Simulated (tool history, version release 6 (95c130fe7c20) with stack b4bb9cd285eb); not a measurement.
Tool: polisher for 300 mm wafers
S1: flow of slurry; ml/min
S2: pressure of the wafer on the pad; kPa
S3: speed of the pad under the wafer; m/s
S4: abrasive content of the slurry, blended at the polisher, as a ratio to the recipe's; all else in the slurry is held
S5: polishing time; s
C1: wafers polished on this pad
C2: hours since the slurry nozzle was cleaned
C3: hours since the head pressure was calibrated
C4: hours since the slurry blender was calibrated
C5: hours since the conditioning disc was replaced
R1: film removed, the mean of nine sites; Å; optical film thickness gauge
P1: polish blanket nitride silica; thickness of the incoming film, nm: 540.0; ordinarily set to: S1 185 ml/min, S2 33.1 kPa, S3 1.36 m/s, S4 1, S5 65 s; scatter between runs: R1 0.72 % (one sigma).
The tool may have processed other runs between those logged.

run	day	S1	S2	S3	S4	S5	C1	C2	C3	C4	C5	R1
1	0.471	185	33.1	1.36	1	65	649	196.9	172.8	99.2	98	852.15
2	0.796	110	33.1	1.36	1	65	719	204.7	180.6	107	105.8	779.52
3	1.138	245	33.1	1.36	1	97	792	212.9	188.8	115.2	114	1344
4	1.646	185	33.1	1.36	0.7	65	901	225.1	201	127.4	126.2	722.06
# day 1.842: slurry blender recalibrated
5	2.038	290	33.1	1.36	1	65	986	234.5	210.4	4.8	135.6	914.37
6	2.596	185	33.1	1.36	1	65	1106	247.9	223.8	18.2	149	854.67
7	3.183	185	33.1	1.36	1	65	1232	262	237.9	32.3	163.1	862.77
8	3.529	185	33.1	1.36	1	45	1307	270.3	246.2	40.6	171.4	588.13
9	3.792	185	33.1	1.36	1	103	1363	276.6	252.5	46.9	177.7	1372.7
10	4.221	185	33.1	1.36	1	65	1456	286.9	262.8	57.2	188	865.32
11	4.55	185	33.1	0.8	1	93	1527	294.8	270.7	65.1	195.9	811.97
12	5.062	185	19.3	1.36	1	65	1637	307.1	283	77.4	208.2	504.28
13	5.546	185	52.4	1.36	1	65	1741	318.7	294.6	89	219.8	1360.1
14	6.025	185	33.1	1.36	1	65	1844	330.2	306.1	100.5	231.3	867.15
15	6.404	185	33.1	2	1	65	1926	339.3	315.2	109.6	240.4	1189.5
16	6.704	185	33.1	0.74	1	65	1990	346.5	322.4	116.8	247.6	523.04
17	7.029	135	33.1	1.36	0.8	65	2060	354.3	330.2	124.6	255.4	748.35
18	7.404	185	33.1	1.36	1	65	2141	363.3	339.2	133.6	264.4	851.3
19	7.912	185	33.1	1.36	1.45	65	2251	375.5	351.4	145.8	276.6	1006.2
20	8.458	185	33.1	1.36	1	65	2368	388.6	364.5	158.9	289.7	867.26
21	8.988	185	33.1	1.36	1	65	2482	401.3	377.2	171.6	302.4	819.39
22	9.529	185	33.1	1.36	1	65	2599	414.3	390.2	184.6	315.4	784.56
23	9.946	185	33.1	1.36	1	65	2688	424.3	400.2	194.6	325.4	773.57
# day 10.3: slurry nozzle cleaned
24	10.479	185	33.1	1.36	1	65	2803	4.3	413	207.4	338.2	762.13
25	10.854	185	33.1	1.36	1	65	2884	13.3	422	216.4	347.2	763.59
# day 11.158: conditioning disc replaced and pad reconditioned
26	11.35	185	33.1	1.36	1	65	2991	25.2	433.9	228.3	4.6	760.63
# day 11.688: head pressure recalibrated
27	11.825	185	33.1	1.36	1	65	3093	36.6	3.3	239.7	16	751.01
28	12.362	185	33.1	1.36	1	65	3208	49.5	16.2	252.6	28.9	751.57
29	12.917	185	33.1	1.36	1	65	3328	62.8	29.5	265.9	42.2	748.21

Compared with where it was, what P1 gives has crept away. Each cause listed below fits the log as well as the rest, at the size given for it:
A: removal rate lost through wear of the pad, % = 13.1
B: abrasive missing from the slurry, % = 24.9
Creep in the process output first set in at about day 8.458.
Other possible causes, and why each is ruled out:
slurry flow missing at the pad, %: serviced at day 10.3, after the change had begun; the process did not return to its earlier output
head's pressure below its setpoint, %: serviced at day 11.688, after the change had begun; the process did not return to its earlier output
time polished since the conditioner stopped cutting, s: serviced at day 11.158, after the change had begun; the process did not return to its earlier output

You are offered 4 check runs, listed below with question marks in place of their results; each one averages 5 wafers. Which run separates the listed causes by giving clearly different results for each?
check 1	13.471	110	51	1.36	1	65						?
check 2	13.471	265	33.1	1.36	0.7	65						?
check 3	13.471	185	20.7	0.82	1	65						?
check 4	13.471	185	46.2	1.36	1	65						?

What each check would give under each cause:
check	result	if A	if B
check 1	R1	1052.4	1052.4
check 2	R1	656.93	640.54
check 3	R1	313.26	313.27
check 4	R1	1048.7	1048.7
Separation of the two closest causes in each check, using whichever result separates them best: check 1 0 %; check 2 2.53 %; check 3 0 %; check 4 0 %
The causes can be told apart only by check 2. The other checks would give nearly the same results under each of them.

Check 2 was then run and gave: R1 659.08 Å. Which cause is it?

Of the candidate causes, it is A: removal rate lost through wear of the pad, %.

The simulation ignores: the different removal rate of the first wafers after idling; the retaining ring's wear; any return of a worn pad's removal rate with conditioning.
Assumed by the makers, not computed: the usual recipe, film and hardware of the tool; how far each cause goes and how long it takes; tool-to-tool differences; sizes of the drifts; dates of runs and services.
